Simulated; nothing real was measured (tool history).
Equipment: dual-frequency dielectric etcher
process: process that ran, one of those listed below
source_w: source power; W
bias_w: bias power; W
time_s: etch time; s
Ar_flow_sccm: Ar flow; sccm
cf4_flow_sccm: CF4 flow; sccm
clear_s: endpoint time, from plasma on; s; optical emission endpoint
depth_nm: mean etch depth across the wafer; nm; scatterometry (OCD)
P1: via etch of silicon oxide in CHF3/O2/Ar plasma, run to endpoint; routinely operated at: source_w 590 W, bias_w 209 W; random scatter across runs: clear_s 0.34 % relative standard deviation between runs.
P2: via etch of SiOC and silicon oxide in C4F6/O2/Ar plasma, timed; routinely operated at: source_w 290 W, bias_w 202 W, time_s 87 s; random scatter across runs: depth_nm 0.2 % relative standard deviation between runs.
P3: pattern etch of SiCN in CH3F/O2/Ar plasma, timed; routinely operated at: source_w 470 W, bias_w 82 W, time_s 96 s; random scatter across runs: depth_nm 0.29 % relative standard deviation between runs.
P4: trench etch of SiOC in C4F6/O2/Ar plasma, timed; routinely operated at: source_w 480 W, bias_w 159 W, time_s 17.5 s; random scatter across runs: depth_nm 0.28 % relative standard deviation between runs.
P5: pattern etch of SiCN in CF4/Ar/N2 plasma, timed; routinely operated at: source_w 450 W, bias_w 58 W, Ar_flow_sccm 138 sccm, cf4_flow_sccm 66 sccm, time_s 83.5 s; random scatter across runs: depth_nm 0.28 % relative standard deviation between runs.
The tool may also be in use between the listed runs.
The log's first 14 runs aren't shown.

run	hour	process	source_w	bias_w	time_s	Ar_flow_sccm	cf4_flow_sccm	hours since the last wet clean	hours since the last source power generator calibration	hours since the last bias power generator calibration	clear_s	depth_nm
15	195.5	P1	360	280				444.8	2783.8	1180.5	404.13	
16	211.1	P2	290	202	127			460.4	2799.4	1196.1		131.55
17	227.1	P3	470	82	96			476.4	2815.4	1212.1		41.707
18	237.2	P1	590	285				486.5	2825.5	1222.2	333.8	
# hour 238.3: wet clean of the chamber
19	253.7	P5	450	39	83.5	138	66	15.4	2842	1238.7		55.396
20	272.1	P3	470	82	96			33.8	2860.4	1257.1		41.834
21	290	P3	270	82	96			51.7	2878.3	1275		33.981
22	305.9	P2	290	202	87			67.6	2894.2	1290.9		89.682
23	314.5	P1	590	209				76.2	2902.8	1299.5	372.18	
24	333.1	P1	590	209				94.8	2921.4	1318.1	373.85	
25	341.2	P4	480	159	25			102.9	2929.5	1326.2		54.284
26	359.6	P3	470	100	96			121.3	2947.9	1344.6		44.81
27	368.7	P2	190	202	87			130.4	2957	1353.7		76.396
28	378.2	P3	470	82	68			139.9	2966.5	1363.2		29.572
29	389.6	P5	450	58	54	138	66	151.3	2977.9	1374.6		41.291
30	401	P5	450	58	83.5	138	66	162.7	2989.3	1386		63.546
31	415	P1	440	209				176.7	3003.3	1400	416.98	
32	427.7	P1	590	209				189.4	3016	1412.7	372.75	
33	444	P1	590	209				205.7	3032.3	1429	378.47	
34	457	P1	590	209				218.7	3045.3	1442	378.17	
# hour 468.8: wet clean of the chamber
35	470.1	P1	590	209				1.4	3058.4	1455.1	381.43	
36	480.5	P1	590	209				11.8	3068.8	1465.5	380.94	
37	499.2	P1	590	209				30.5	3087.5	1484.2	381.32	
38	511.3	P1	590	209				42.6	3099.6	1496.3	380.41	

Estimate the outcome of run 39 from the log above:
39	529.9	P1	590	209				61.2	3118.2	1514.9	?	

{"run 39": {"clear_s": 377.99}}

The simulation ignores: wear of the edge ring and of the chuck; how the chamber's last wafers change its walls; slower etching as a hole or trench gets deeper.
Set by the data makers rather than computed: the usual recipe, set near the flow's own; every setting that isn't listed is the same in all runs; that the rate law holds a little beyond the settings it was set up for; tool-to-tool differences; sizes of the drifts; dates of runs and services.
